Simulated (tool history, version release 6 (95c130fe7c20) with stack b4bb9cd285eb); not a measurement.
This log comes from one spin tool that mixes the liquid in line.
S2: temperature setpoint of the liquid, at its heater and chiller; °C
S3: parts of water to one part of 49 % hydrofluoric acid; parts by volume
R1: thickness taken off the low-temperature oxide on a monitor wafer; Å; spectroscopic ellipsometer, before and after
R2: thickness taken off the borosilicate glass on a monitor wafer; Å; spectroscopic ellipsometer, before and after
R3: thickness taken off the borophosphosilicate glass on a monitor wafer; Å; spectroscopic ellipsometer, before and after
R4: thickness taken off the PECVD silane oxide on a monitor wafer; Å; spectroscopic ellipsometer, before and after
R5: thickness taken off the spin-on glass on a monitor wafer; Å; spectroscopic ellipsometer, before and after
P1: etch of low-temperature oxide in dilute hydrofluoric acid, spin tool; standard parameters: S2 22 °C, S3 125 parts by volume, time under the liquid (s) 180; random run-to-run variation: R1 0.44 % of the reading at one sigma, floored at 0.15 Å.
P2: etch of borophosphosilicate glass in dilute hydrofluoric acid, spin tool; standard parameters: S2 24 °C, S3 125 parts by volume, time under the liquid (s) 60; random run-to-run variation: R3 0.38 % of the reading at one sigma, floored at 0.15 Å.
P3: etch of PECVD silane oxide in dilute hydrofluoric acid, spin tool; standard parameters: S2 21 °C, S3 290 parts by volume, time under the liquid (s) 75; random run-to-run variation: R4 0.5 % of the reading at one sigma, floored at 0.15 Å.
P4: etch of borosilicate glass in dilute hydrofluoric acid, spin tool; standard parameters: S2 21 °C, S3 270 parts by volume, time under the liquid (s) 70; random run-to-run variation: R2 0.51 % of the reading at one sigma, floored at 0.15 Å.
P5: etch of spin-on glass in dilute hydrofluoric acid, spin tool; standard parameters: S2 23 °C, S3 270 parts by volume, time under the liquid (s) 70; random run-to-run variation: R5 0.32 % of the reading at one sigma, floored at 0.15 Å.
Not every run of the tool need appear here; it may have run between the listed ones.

run 1 hour=12 | process_that_ran=P1 S2=22 S3=125 time_under_the_liquid_(s)=180 | R1=140.57
run 2 hour=19.9 | process_that_ran=P4 S2=21 S3=100 time_under_the_liquid_(s)=70 | R2=179.28
run 3 hour=35.8 | process_that_ran=P2 S2=24 S3=60 time_under_the_liquid_(s)=60 | R3=402.97
run 4 hour=43.7 | process_that_ran=P1 S2=22 S3=125 time_under_the_liquid_(s)=180 | R1=141.02
run 5 hour=55.7 | process_that_ran=P3 S2=21 S3=290 time_under_the_liquid_(s)=75 | R4=78.498
run 6 hour=68.7 | process_that_ran=P4 S2=28.5 S3=270 time_under_the_liquid_(s)=70 | R2=72.927
run 7 hour=77.6 | process_that_ran=P1 S2=22 S3=125 time_under_the_liquid_(s)=180 | R1=141.21
run 8 hour=89.6 | process_that_ran=P5 S2=23 S3=270 time_under_the_liquid_(s)=70 | R5=67.149
run 9 hour=106.9 | process_that_ran=P5 S2=23 S3=75 time_under_the_liquid_(s)=70 | R5=300.86
run 10 hour=115.1 | process_that_ran=P2 S2=24 S3=125 time_under_the_liquid_(s)=60 | R3=177.24
run 11 hour=132.9 | process_that_ran=P1 S2=22 S3=220 time_under_the_liquid_(s)=180 | R1=72.168
run 12 hour=150.5 | process_that_ran=P4 S2=21 S3=270 time_under_the_liquid_(s)=40 | R2=32.19
run 13 hour=158.7 | process_that_ran=P1 S2=27 S3=125 time_under_the_liquid_(s)=180 | R1=170.54
run 14 hour=170.5 | process_that_ran=P1 S2=22 S3=75 time_under_the_liquid_(s)=180 | R1=248.05
run 15 hour=180 | process_that_ran=P2 S2=24 S3=125 time_under_the_liquid_(s)=105 | R3=309.43
run 16 hour=194.5 | process_that_ran=P4 S2=21 S3=270 time_under_the_liquid_(s)=70 | R2=56.53
run 17 hour=205.8 | process_that_ran=P1 S2=22 S3=125 time_under_the_liquid_(s)=345 | R1=271.07
run 18 hour=223 | process_that_ran=P1 S2=22 S3=125 time_under_the_liquid_(s)=180 | R1=141.73
run 19 hour=231.6 | process_that_ran=P3 S2=17 S3=290 time_under_the_liquid_(s)=75 | R4=67.001
-- hour=234.5 hydrofluoric acid flow meter replaced
run 20 hour=240.1 | process_that_ran=P1 S2=17 S3=125 time_under_the_liquid_(s)=180 | R1=114.52
run 21 hour=250.1 | process_that_ran=P3 S2=21 S3=290 time_under_the_liquid_(s)=75 | R4=77.754
run 22 hour=261.6 | process_that_ran=P1 S2=22 S3=125 time_under_the_liquid_(s)=180 | R1=140.66
run 23 hour=277.2 | process_that_ran=P1 S2=22 S3=165 time_under_the_liquid_(s)=60 | R1=34.037
run 24 hour=290.7 | process_that_ran=P5 S2=28 S3=270 time_under_the_liquid_(s)=70 | R5=80.386
run 25 hour=300 | process_that_ran=P2 S2=19.5 S3=125 time_under_the_liquid_(s)=60 | R3=148.83

Forecast run 26:
run 26 hour=312.7 | process_that_ran=P4 S2=21 S3=270 time_under_the_liquid_(s)=70 | R2=?

Run 26 came out at R2 55.863 Å.
